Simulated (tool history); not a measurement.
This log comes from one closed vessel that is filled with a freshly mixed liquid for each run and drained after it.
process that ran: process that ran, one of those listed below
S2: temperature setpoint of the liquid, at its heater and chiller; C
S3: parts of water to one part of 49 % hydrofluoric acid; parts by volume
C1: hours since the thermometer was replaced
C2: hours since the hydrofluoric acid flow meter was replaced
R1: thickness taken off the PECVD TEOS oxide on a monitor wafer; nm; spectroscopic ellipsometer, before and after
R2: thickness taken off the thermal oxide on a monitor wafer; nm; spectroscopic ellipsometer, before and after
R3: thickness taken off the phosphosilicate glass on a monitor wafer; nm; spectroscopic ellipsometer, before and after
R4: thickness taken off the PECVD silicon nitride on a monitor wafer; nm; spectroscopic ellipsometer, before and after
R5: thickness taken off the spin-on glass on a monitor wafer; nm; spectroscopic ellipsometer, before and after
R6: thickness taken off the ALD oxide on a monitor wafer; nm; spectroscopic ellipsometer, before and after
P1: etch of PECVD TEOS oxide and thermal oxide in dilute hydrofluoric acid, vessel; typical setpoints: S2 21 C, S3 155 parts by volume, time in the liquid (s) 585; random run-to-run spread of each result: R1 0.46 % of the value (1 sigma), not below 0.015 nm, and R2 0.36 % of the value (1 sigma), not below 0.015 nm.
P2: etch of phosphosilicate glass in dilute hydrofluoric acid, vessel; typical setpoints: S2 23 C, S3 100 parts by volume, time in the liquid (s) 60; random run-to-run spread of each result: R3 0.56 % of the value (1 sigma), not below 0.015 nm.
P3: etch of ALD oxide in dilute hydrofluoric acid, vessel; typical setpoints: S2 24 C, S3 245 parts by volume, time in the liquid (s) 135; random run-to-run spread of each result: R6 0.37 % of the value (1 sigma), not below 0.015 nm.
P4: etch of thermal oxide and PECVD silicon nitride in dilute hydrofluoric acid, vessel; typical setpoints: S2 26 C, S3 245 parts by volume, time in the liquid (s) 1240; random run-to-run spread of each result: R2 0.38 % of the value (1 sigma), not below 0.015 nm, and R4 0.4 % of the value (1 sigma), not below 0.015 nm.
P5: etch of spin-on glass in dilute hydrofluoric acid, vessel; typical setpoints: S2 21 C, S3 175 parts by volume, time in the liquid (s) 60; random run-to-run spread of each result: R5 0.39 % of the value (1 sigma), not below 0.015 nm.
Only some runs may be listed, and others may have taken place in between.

Run 1, hour 2.1: process that ran P1, S2 21 C, S3 155 parts by volume, time in the liquid (s) 585; C1 766.6; C2 104.3. Result: R1 36.225 nm, R2 14.776 nm.
Run 2, hour 5.1: process that ran P1, S2 21 C, S3 155 parts by volume, time in the liquid (s) 585; C1 769.6; C2 107.3. Result: R1 36.51 nm, R2 14.675 nm.
Run 3, hour 8: process that ran P2, S2 30 C, S3 100 parts by volume, time in the liquid (s) 60; C1 772.5; C2 110.2. Result: R3 119.54 nm.
Run 4, hour 11.3: process that ran P4, S2 26 C, S3 245 parts by volume, time in the liquid (s) 1240; C1 775.8; C2 113.5. Result: R2 22.179 nm, R4 18.823 nm.
Run 5, hour 15.3: process that ran P5, S2 28.5 C, S3 175 parts by volume, time in the liquid (s) 60; C1 779.8; C2 117.5. Result: R5 13.605 nm.
Run 6, hour 18: process that ran P1, S2 17 C, S3 155 parts by volume, time in the liquid (s) 585; C1 782.5; C2 120.2. Result: R1 30.967 nm, R2 12.466 nm.
Run 7, hour 20.7: process that ran P1, S2 29 C, S3 155 parts by volume, time in the liquid (s) 1030; C1 785.2; C2 122.9. Result: R1 86.747 nm, R2 34.713 nm.
Run 8, hour 23: process that ran P4, S2 33.5 C, S3 245 parts by volume, time in the liquid (s) 1240; C1 787.5; C2 125.2. Result: R2 28.384 nm, R4 29.406 nm.
Run 9, hour 24.9: process that ran P5, S2 21 C, S3 45 parts by volume, time in the liquid (s) 60; C1 789.4; C2 127.1. Result: R5 46.641 nm.
Run 10, hour 26.9: process that ran P3, S2 17.5 C, S3 245 parts by volume, time in the liquid (s) 135; C1 791.4; C2 129.1. Result: R6 5.0811 nm.
Run 11, hour 29.5: process that ran P1, S2 21 C, S3 155 parts by volume, time in the liquid (s) 255; C1 794; C2 131.7. Result: R1 15.793 nm, R2 6.4182 nm.
Run 12, hour 31.8: process that ran P2, S2 23 C, S3 100 parts by volume, time in the liquid (s) 100; C1 796.3; C2 134. Result: R3 152.65 nm.
Run 13, hour 34.3: process that ran P4, S2 26 C, S3 245 parts by volume, time in the liquid (s) 1240; C1 798.8; C2 136.5. Result: R2 22.091 nm, R4 18.789 nm.
Run 14, hour 36.8: process that ran P1, S2 21 C, S3 155 parts by volume, time in the liquid (s) 585; C1 801.3; C2 139. Result: R1 36.702 nm, R2 14.704 nm.
Run 15, hour 38.8: process that ran P5, S2 21 C, S3 175 parts by volume, time in the liquid (s) 60; C1 803.3; C2 141. Result: R5 10.298 nm.
Run 16, hour 41.2: process that ran P1, S2 21 C, S3 155 parts by volume, time in the liquid (s) 1145; C1 805.7; C2 143.4. Result: R1 70.84 nm, R2 28.812 nm.
Run 17, hour 44.2: process that ran P1, S2 28.5 C, S3 155 parts by volume, time in the liquid (s) 585; C1 808.7; C2 146.4. Result: R1 48.195 nm, R2 19.423 nm.
Run 18, hour 48.3: process that ran P3, S2 24 C, S3 245 parts by volume, time in the liquid (s) 135; C1 812.8; C2 150.5. Result: R6 6.5159 nm.
Run 19, hour 50.7: process that ran P4, S2 26 C, S3 435 parts by volume, time in the liquid (s) 1240; C1 815.2; C2 152.9. Result: R2 10.287 nm, R4 10.538 nm.
Run 20, hour 53.8: process that ran P2, S2 23 C, S3 100 parts by volume, time in the liquid (s) 60; C1 818.3; C2 156. Result: R3 90.009 nm.
Run 21, hour 57.3: process that ran P5, S2 21 C, S3 175 parts by volume, time in the liquid (s) 30; C1 821.8; C2 159.5. Result: R5 5.2051 nm.
Run 22, hour 59.2: process that ran P2, S2 23 C, S3 100 parts by volume, time in the liquid (s) 60; C1 823.7; C2 161.4. Result: R3 91.116 nm.
Run 23, hour 63.3: process that ran P1, S2 21 C, S3 85 parts by volume, time in the liquid (s) 585; C1 827.8; C2 165.5. Result: R1 71.7 nm, R2 28.929 nm.
Run 24, hour 66.9: process that ran P3, S2 24 C, S3 405 parts by volume, time in the liquid (s) 135; C1 831.4; C2 169.1. Result: R6 3.375 nm.
Run 25, hour 70.7: process that ran P1, S2 21 C, S3 155 parts by volume, time in the liquid (s) 585; C1 835.2; C2 172.9. Result: R1 36.296 nm, R2 14.662 nm.
Run 26, hour 74: process that ran P4, S2 26 C, S3 245 parts by volume, time in the liquid (s) 2280; C1 838.5; C2 176.2. Result: R2 40.82 nm, R4 34.665 nm.
Run 27, hour 76.3: process that ran P1, S2 21 C, S3 255 parts by volume, time in the liquid (s) 585; C1 840.8; C2 178.5. Result: R1 20.025 nm, R2 8.0851 nm.
Run 28, hour 80: process that ran P1, S2 21 C, S3 155 parts by volume, time in the liquid (s) 585; C1 844.5; C2 182.2. Result: R1 36.351 nm, R2 14.786 nm.
Run 29, hour 82.8: process that ran P1, S2 21 C, S3 155 parts by volume, time in the liquid (s) 585; C1 847.3; C2 185. Result: R1 36.104 nm, R2 14.761 nm.
Run 30, hour 86.9: process that ran P3, S2 24 C, S3 245 parts by volume, time in the liquid (s) 30; C1 851.4; C2 189.1. Result: R6 1.4716 nm.

What will run 31 give?
Run 31, hour 90.2: process that ran P5, S2 21 C, S3 175 parts by volume, time in the liquid (s) 60; C1 854.7; C2 192.4. Result: R5 ?.

Run 31 yielded R5 10.306 nm.

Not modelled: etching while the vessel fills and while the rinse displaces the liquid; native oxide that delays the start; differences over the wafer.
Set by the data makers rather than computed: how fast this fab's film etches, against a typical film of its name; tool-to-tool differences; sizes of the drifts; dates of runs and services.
